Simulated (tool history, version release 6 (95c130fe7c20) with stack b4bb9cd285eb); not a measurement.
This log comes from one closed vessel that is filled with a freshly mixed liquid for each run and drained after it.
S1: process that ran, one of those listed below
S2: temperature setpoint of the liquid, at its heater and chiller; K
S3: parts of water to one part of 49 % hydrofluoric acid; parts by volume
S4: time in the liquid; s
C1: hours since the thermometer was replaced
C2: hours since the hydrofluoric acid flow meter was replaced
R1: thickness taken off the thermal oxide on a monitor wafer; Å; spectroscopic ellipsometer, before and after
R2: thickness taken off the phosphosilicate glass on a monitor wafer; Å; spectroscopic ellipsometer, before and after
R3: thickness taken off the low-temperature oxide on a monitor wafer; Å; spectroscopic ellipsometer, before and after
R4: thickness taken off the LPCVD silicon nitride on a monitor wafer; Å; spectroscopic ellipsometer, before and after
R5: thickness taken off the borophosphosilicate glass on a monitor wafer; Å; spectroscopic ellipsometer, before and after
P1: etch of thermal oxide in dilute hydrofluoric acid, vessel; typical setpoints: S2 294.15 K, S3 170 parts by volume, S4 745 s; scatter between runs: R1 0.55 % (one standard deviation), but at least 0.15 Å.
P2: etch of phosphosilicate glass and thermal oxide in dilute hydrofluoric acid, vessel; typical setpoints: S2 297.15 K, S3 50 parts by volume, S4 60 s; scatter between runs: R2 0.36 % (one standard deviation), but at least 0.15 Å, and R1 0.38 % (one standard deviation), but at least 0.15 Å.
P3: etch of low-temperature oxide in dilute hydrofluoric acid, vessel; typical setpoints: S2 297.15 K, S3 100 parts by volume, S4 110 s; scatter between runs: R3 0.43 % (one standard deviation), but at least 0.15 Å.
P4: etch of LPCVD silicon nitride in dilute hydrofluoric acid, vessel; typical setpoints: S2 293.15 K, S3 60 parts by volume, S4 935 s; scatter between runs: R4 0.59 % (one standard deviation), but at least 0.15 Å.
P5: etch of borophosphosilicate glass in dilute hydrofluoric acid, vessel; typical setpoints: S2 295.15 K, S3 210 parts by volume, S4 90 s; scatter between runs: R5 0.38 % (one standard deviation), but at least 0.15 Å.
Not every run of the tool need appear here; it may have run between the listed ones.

run	hour	S1	S2	S3	S4	C1	C2	R1	R2	R3	R4	R5
1	9.9	P1	294.15	170	745	2126.4	139	167.73				
2	24.5	P2	297.15	50	60	2141	153.6	58.954	805.72			
3	40.5	P3	297.15	100	110	2157	169.6			188.87		
4	56.7	P1	294.15	170	745	2173.2	185.8	168.16				
5	74.4	P1	294.15	90	745	2190.9	203.5	349.33				
6	87.5	P4	290.15	60	935	2204	216.6				40.945	
7	99.7	P2	302.15	50	60	2216.2	228.8	72.503	991.66			
8	114.3	P1	294.15	300	190	2230.8	243.4	21.488				
9	126	P1	294.15	235	745	2242.5	255.1	113.24				
10	140.2	P4	293.15	60	1345	2256.7	269.3				73.154	
11	155.1	P1	294.15	170	745	2271.6	284.2	168.51				
12	170.6	P1	290.15	170	745	2287.1	299.7	144.18				
13	189.9	P4	293.15	60	935	2306.4	319				49.548	
14	204.1	P2	297.15	50	30	2320.6	333.2	29.333	406.74			
15	221	P3	297.15	145	110	2337.5	350.1			122.89		
16	236.6	P1	298.15	170	745	2353.1	365.7	195.53				
17	247.1	P1	294.15	170	1410	2363.6	376.2	318.66				
18	263.4	P5	295.15	60	90	2379.9	392.5					642.89
19	280.1	P5	295.15	210	90	2396.6	409.2					154.89
20	296.4	P1	294.15	170	745	2412.9	425.5	168.75				
21	309.2	P5	300.65	210	90	2425.7	438.3					190.35
22	322.5	P1	294.15	170	745	2439	451.6	167.67				
23	338.4	P1	294.15	170	75	2454.9	467.5	16.988				
24	348	P3	297.15	100	110	2464.5	477.1			189.97		
25	361.4	P4	293.15	60	935	2477.9	490.5				50.184	
26	380.6	P3	302.65	100	110	2497.1	509.7			236.66		
27	398.9	P4	293.15	25	935	2515.4	528				118.33	
28	414.9	P1	294.15	170	745	2531.4	544	167.35				
29	432.1	P2	297.15	80	60	2548.6	561.2	35.171	488.94			
30	448.4	P5	295.15	210	90	2564.9	577.5					155.92
31	462	P5	295.15	210	170	2578.5	591.1					292.73
32	478	P3	297.15	100	30	2594.5	607.1			51.37		
33	493.8	P1	294.15	170	745	2610.3	622.9	168.5				
34	505.7	P1	294.15	170	745	2622.2	634.8	174.28				
35	514.2	P1	294.15	170	745	2630.7	643.3	176.63				
36	533.5	P1	294.15	170	745	2650	662.6	178.65				
37	544.2	P1	294.15	170	745	2660.7	673.3	181.77				
38	554.9	P1	294.15	170	745	2671.4	684	180.81				
39	568.7	P1	294.15	170	745	2685.2	697.8	181.66				
40	583.8	P1	294.15	170	745	2700.3	712.9	181.46				

What P1 gives has crept away from where it was. These 2 causes fit the log equally well, each at the size given:
A: hydrofluoric acid flow above the setpoint (%) = 7.1
B: liquid hotter than its thermometer reads (K) = 2.09
The process output started creeping at around hour 493.8.

Below are 4 check runs, each on a single wafer, with their results shown as question marks. Which of them would tell the listed causes apart, meaning the causes would give clearly different results under it?
check 1	598.9	P2	297.15	75	60			?	?			
check 2	598.9	P5	299.65	70	90							?
check 3	598.9	P4	290.15	60	935						?	
check 4	598.9	P3	301.15	100	40					?		

What every check run would give for each of its results, assuming each possible cause in turn:
check	result	if A	if B
check 1	R1	41.013	41.37
check 1	R2	563.26	568.16
check 2	R5	703.71	708.82
check 3	R4	43.648	47.295
check 4	R3	87.233	87.361
Smallest distance between any two causes, each pair judged by its most separating result, in per cent: check 1 0.87 %; check 2 0.72 %; check 3 8.02 %; check 4 0.15 %
Only check 3 tells the causes apart: in the others they would give nearly the same result.

After running check 3, the following was obtained: R4 43.626 Å. Which cause does this point to?

The cause is A: hydrofluoric acid flow above the setpoint (%).

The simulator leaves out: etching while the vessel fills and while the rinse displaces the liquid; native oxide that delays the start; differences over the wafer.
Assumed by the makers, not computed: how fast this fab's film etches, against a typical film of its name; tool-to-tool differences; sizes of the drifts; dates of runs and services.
